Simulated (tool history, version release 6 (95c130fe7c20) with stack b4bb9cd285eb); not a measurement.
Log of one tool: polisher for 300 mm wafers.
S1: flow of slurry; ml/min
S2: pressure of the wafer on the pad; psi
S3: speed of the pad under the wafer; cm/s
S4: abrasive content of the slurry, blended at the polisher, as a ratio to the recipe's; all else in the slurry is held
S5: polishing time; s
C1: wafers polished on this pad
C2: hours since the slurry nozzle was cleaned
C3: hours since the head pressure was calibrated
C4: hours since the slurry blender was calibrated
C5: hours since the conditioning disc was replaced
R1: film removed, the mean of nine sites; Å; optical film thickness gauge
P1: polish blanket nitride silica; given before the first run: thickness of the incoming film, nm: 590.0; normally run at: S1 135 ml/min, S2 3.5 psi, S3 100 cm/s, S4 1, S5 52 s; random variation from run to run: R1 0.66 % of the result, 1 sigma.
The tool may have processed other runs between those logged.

{"run": 1, "hour": 14.5, "S1": 135, "S2": 3.5, "S3": 100, "S4": 1, "S5": 52, "C1": 452, "C2": 158.5, "C3": 272.9, "C4": 46.6, "C5": 255, "R1": 289.23}
{"run": 2, "hour": 25.6, "S1": 135, "S2": 3.5, "S3": 100, "S4": 1, "S5": 52, "C1": 608, "C2": 169.6, "C3": 284, "C4": 57.7, "C5": 266.1, "R1": 290.44}
{"run": 3, "hour": 32.5, "S1": 135, "S2": 3.5, "S3": 100, "S4": 1, "S5": 52, "C1": 705, "C2": 176.5, "C3": 290.9, "C4": 64.6, "C5": 273, "R1": 287.97}
{"run": 4, "hour": 39.6, "S1": 135, "S2": 3.5, "S3": 100, "S4": 1.35, "S5": 52, "C1": 805, "C2": 183.6, "C3": 298, "C4": 71.7, "C5": 280.1, "R1": 328.16}
{"run": 5, "hour": 48.2, "S1": 135, "S2": 3.5, "S3": 100, "S4": 1, "S5": 52, "C1": 926, "C2": 192.2, "C3": 306.6, "C4": 80.3, "C5": 288.7, "R1": 287.82}
{"run": 6, "hour": 60.2, "S1": 135, "S2": 3.5, "S3": 100, "S4": 1, "S5": 52, "C1": 1095, "C2": 204.2, "C3": 318.6, "C4": 92.3, "C5": 300.7, "R1": 293.44}
{"run": 7, "hour": 70.9, "S1": 135, "S2": 5.3, "S3": 100, "S4": 1, "S5": 52, "C1": 1245, "C2": 214.9, "C3": 329.3, "C4": 103, "C5": 311.4, "R1": 439.53}
{"hour": 74.3, "done": "conditioning disc replaced and pad reconditioned"}
{"run": 8, "hour": 84.2, "S1": 135, "S2": 3.5, "S3": 100, "S4": 1, "S5": 28, "C1": 1432, "C2": 228.2, "C3": 342.6, "C4": 116.3, "C5": 10, "R1": 154.7}
{"run": 9, "hour": 92.2, "S1": 135, "S2": 3.5, "S3": 100, "S4": 1, "S5": 80, "C1": 1545, "C2": 236.2, "C3": 350.6, "C4": 124.3, "C5": 18, "R1": 446.79}
{"run": 10, "hour": 101.4, "S1": 135, "S2": 3.5, "S3": 100, "S4": 0.65, "S5": 38, "C1": 1674, "C2": 245.4, "C3": 359.8, "C4": 133.5, "C5": 27.2, "R1": 169.12}
{"run": 11, "hour": 114.6, "S1": 195, "S2": 3.5, "S3": 100, "S4": 1, "S5": 52, "C1": 1860, "C2": 258.6, "C3": 373, "C4": 146.7, "C5": 40.4, "R1": 306.54}
{"run": 12, "hour": 121.2, "S1": 135, "S2": 3.5, "S3": 100, "S4": 0.7, "S5": 52, "C1": 1952, "C2": 265.2, "C3": 379.6, "C4": 153.3, "C5": 47, "R1": 241.86}
{"run": 13, "hour": 129.6, "S1": 135, "S2": 3.5, "S3": 48, "S4": 1, "S5": 25, "C1": 2071, "C2": 273.6, "C3": 388, "C4": 161.7, "C5": 55.4, "R1": 77.111}
{"run": 14, "hour": 139.7, "S1": 135, "S2": 3.5, "S3": 134, "S4": 1, "S5": 52, "C1": 2213, "C2": 283.7, "C3": 398.1, "C4": 171.8, "C5": 65.5, "R1": 368.29}
{"run": 15, "hour": 147.7, "S1": 80, "S2": 3.5, "S3": 100, "S4": 1, "S5": 52, "C1": 2325, "C2": 291.7, "C3": 406.1, "C4": 179.8, "C5": 73.5, "R1": 253.86}
{"hour": 152.1, "done": "slurry blender recalibrated"}
{"run": 16, "hour": 156.2, "S1": 135, "S2": 3.5, "S3": 44, "S4": 1, "S5": 52, "C1": 2445, "C2": 300.2, "C3": 414.6, "C4": 4.1, "C5": 82, "R1": 150.43}

Run 17, settings as shown, results not yet in. Your forecast:
{"run": 17, "hour": 164.8, "S1": 135, "S2": 1.6, "S3": 100, "S4": 1, "S5": 52, "C1": 2566, "C2": 308.8, "C3": 423.2, "C4": 12.7, "C5": 90.6, "R1": "?"}

Run 17 produced R1 132.92 Å.

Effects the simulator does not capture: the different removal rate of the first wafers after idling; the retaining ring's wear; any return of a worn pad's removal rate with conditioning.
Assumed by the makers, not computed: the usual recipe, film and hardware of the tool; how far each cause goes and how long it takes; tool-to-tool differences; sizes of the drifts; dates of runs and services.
